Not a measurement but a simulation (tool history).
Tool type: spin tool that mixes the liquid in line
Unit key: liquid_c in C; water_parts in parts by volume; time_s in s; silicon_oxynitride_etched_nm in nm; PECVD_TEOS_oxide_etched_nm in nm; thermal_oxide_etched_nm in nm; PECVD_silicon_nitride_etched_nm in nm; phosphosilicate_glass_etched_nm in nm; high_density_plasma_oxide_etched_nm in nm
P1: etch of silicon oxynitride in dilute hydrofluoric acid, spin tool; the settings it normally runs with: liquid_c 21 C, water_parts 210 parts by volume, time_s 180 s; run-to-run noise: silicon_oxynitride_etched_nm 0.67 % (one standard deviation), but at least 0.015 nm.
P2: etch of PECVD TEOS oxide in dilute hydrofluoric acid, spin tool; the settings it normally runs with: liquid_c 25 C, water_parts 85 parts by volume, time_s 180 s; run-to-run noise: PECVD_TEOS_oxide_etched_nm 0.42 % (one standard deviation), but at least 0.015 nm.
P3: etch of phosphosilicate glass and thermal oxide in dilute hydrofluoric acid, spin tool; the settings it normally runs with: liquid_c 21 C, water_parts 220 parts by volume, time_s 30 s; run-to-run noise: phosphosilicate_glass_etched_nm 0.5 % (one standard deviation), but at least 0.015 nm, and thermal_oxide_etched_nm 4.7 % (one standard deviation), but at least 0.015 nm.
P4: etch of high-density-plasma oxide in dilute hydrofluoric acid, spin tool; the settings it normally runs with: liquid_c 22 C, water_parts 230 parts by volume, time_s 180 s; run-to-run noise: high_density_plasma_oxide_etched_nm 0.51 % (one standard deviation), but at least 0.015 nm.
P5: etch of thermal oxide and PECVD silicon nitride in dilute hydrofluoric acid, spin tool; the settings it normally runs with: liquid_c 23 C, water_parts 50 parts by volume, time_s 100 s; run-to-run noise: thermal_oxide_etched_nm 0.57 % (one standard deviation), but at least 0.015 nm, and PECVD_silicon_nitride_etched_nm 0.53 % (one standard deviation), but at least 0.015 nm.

run     day  process  liquid_c  water_parts  time_s  hours since the thermometer was replaced  hours since the hydrofluoric acid flow meter was replaced  silicon_oxynitride_etched_nm  PECVD_TEOS_oxide_etched_nm  thermal_oxide_etched_nm  PECVD_silicon_nitride_etched_nm  phosphosilicate_glass_etched_nm  high_density_plasma_oxide_etched_nm
  1   0.533       P1        21          210     180                                    1614.7                                                        630                         3.293
  2   1.067       P2        17           85     180                                    1627.5                                                      642.8                                                    28.027
  3   1.638       P2        25           85     365                                    1641.2                                                      656.5                                                    78.918
  4   1.996       P2        25          130     180                                    1649.8                                                      665.1                                                    23.966
  5   2.733       P5        23           30     100                                    1667.5                                                      682.8                                                                              16.73                           6.5332
  6   3.338       P1        28          210     180                                      1682                                                      697.3                        4.4415
  7       4       P1        21          210     180                                    1697.9                                                      713.2                        3.2542
  8   4.633       P5        23           50     100                                    1713.1                                                      728.4                                                                             9.7051                           3.9576
      5.033  -- thermometer replaced
  9   5.133       P1        21          210     180                                       2.4                                                      740.4                        3.2859
 10   5.608       P5        23           50     160                                      13.8                                                      751.8                                                                             15.517                           6.3589
 11   6.112       P1        21          210     345                                      25.9                                                      763.9                        6.2665
 12   6.604       P5        23           50     100                                      37.7                                                      775.7                                                                             9.6957                           3.9541
 13    7.05       P2        25           85     180                                      48.4                                                      786.4                                                    38.875
 14   7.388       P5        17           50     100                                      56.5                                                      794.5                                                                             7.5887                           2.6216
 15   8.046       P3        21          220      30                                      72.3                                                      810.3                                                                            0.51335                                                            15.667
 16   8.517       P3        21           55      30                                      83.6                                                      821.6                                                                             2.2065                                                            75.889
 17   9.071       P2        25           85     180                                      96.9                                                      834.9                                                    38.883
 18   9.658       P1        21          210      35                                       111                                                        849                       0.61117
 19   9.988       P1        21          210     180                                     118.9                                                      856.9                         3.294
 20  10.458       P1        21           75     350                                     130.2                                                      868.2                        19.666
 21  11.008       P4        22          230     180                                     143.4                                                      881.4                                                                                                                                                                                    7.2641
 22  11.508       P1        21          210     180                                     155.4                                                      893.4                        3.2672
 23  12.108       P1        21          210     180                                     169.8                                                      907.8                        3.3126
 24    12.7       P1        21          310     180                                       184                                                        922                        2.0846
 25  13.258       P3        21          220      50                                     197.4                                                      935.4                                                                            0.76992                                                             26.22
 26  13.821       P4        27          230     180                                     210.9                                                      948.9                                                                                                                                                                                    8.6479
 27  14.467       P4        22          230     345                                     226.4                                                      964.4                                                                                                                                                                                    13.903
 28  14.896       P1        21          120     180                                     236.7                                                      974.7                        6.0929
 29  15.417       P1        21           95      65                                     249.2                                                      987.2                        2.8239
 30   15.95       P1      17.5          210     180                                       262                                                       1000                        2.7866
 31  16.654       P3        17          220      30                                     278.9                                                     1016.9                                                                            0.37861                                                            13.512
 32  17.246       P4        22           70     180                                     293.1                                                     1031.1                                                                                                                                                                                     28.47
 33  17.692       P1        21          210     180                                     303.8                                                     1041.8                        3.3075
 34   18.25       P1        21          210     180                                     317.2                                                     1055.2                         3.191
 35  18.812       P1        21          210     180                                     330.7                                                     1068.7                        3.0559
 36  19.246       P1        21          210     180                                     341.1                                                     1079.1                        3.0543
 37  19.796       P1        21          210     180                                     354.3                                                     1092.3                        3.0115
 38  20.225       P1        21          210     180                                     364.6                                                     1102.6                         2.931
 39  20.592       P1        21          210     180                                     373.4                                                     1111.4                        2.9373
 40   21.05       P1        21          210     180                                     384.4                                                     1122.4                        2.9612
 41  21.442       P1        21          210     180                                     393.8                                                     1131.8                        2.9346
 42  22.033       P1        21          210     180                                       408                                                       1146                        2.9571
 43  22.642       P1        21          210     180                                     422.6                                                     1160.6                        2.9366
 44  23.067       P1        21          210     180                                     432.8                                                     1170.8                        2.9421

Something has made what P1 gives creep away from where it was; the 2 causes below, each at its own stated size, fit the log equally well:
A: liquid colder than its thermometer reads (K) = 2.45
B: hydrofluoric acid flow below the setpoint (%) = 9.43
The process output started creeping at around day 17.692.

Which of the 4 check runs listed below separates the causes, so that each cause would produce a clearly different result? Each run uses one wafer, and its results are marked with question marks.
check 1  23.492       P4        22           80     285                                                                                                                                                                                                                                                                                              ?
check 2  23.492       P3        21          100      45                                                                                                                                                                                       ?                                                                 ?
check 3  23.492       P2      17.5           85     270                                                                                                                                                              ?
check 4  23.492       P5      18.5           30     100                                                                                                                                                                                       ?                                ?

If the cause were each of the candidates in turn, the checks would give the following:
  check                               result    if A    if B
check 1  high_density_plasma_oxide_etched_nm  35.184  34.912
check 2              thermal_oxide_etched_nm  1.6282   1.612
check 2      phosphosilicate_glass_etched_nm  53.581  53.048
check 3           PECVD_TEOS_oxide_etched_nm  38.593  38.456
check 4              thermal_oxide_etched_nm  12.335  12.399
check 4      PECVD_silicon_nitride_etched_nm  4.0022  4.3354
Per-check spread between the two closest causes, in the result where they differ most: check 1 0.78 %; check 2 1 %; check 3 0.36 %; check 4 8 %
Only in check 4 would the causes give clearly different results; in the remaining checks their results would be nearly the same.

Running check 4 produced the following: thermal_oxide_etched_nm 12.361 nm; PECVD_silicon_nitride_etched_nm 4.0297 nm. Which one of the listed causes fits?

It was cause A: liquid colder than its thermometer reads (K).

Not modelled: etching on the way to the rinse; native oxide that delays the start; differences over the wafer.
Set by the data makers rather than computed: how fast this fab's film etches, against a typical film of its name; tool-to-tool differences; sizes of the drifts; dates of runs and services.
